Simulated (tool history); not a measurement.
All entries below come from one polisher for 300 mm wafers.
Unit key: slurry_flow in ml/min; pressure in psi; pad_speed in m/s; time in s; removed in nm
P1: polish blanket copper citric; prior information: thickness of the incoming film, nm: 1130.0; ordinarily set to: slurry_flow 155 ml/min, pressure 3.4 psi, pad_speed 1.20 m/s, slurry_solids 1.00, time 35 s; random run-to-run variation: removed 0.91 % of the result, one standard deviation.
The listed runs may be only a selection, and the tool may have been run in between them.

run	hour	slurry_flow	pressure	pad_speed	slurry_solids	time	wafers polished on this pad	hours since the slurry nozzle was cleaned	hours since the head pressure was calibrated	hours since the slurry blender was calibrated	removed
1	4.6	155	3.4	1.20	1.00	35	191	238.4	242.3	130.7	99.328
2	8.9	155	3.4	1.20	0.55	35	241	242.7	246.6	135.0	86.175
3	13.2	155	3.4	1.20	1.00	55	292	247.0	250.9	139.3	154.680
4	17.7	155	3.4	1.20	1.00	35	345	251.5	255.4	143.8	98.279
# hour 19.1: slurry blender recalibrated
5	21.7	155	3.4	1.20	1.40	35	393	255.5	259.4	2.6	109.160
6	27.5	155	3.4	1.20	1.00	35	461	261.3	265.2	8.4	98.589
7	33.6	95	3.4	1.20	1.00	35	533	267.4	271.3	14.5	90.513
8	40.1	155	3.4	1.20	1.00	16	610	273.9	277.8	21.0	45.593
9	45.5	155	3.4	1.20	1.00	35	674	279.3	283.2	26.4	100.470
10	49.1	155	5.2	1.20	1.00	35	717	282.9	286.8	30.0	150.300
11	56.0	155	2.2	1.20	1.00	35	798	289.8	293.7	36.9	64.833
12	62.8	200	3.4	1.20	1.30	35	879	296.6	300.5	43.7	108.460
13	69.6	155	3.4	1.20	1.00	35	959	303.4	307.3	50.5	99.596
14	77.5	155	3.4	1.20	1.00	35	1052	311.3	315.2	58.4	96.622
15	83.4	155	3.4	1.56	1.00	35	1122	317.2	321.1	64.3	128.760
16	88.5	155	1.6	0.78	1.00	35	1182	322.3	326.2	69.4	31.844
17	95.8	155	3.4	0.56	1.00	35	1269	329.6	333.5	76.7	46.995
18	102.6	245	3.4	1.20	1.00	35	1349	336.4	340.3	83.5	103.660
19	106.7	110	3.4	1.20	1.45	35	1397	340.5	344.4	87.6	99.484
20	111.8	155	3.4	1.20	1.00	35	1458	345.6	349.5	92.7	98.178
21	118.0	155	3.4	1.20	1.00	35	1531	351.8	355.7	98.9	95.593
22	124.3	155	3.4	1.20	1.00	35	1605	358.1	362.0	105.2	93.256
# hour 129.6: slurry blender recalibrated
23	130.2	155	3.4	1.20	1.00	35	1675	364.0	367.9	0.6	92.477
# hour 133.1: worn pad replaced by a new one
24	138.2	155	3.4	1.20	1.00	35	60	372.0	375.9	8.6	89.370

The next listed run, before its measurement:
25	142.2	155	3.4	1.20	1.00	35	108	376.0	379.9	12.6	?

Logged for run 25: removed 90.179 nm.
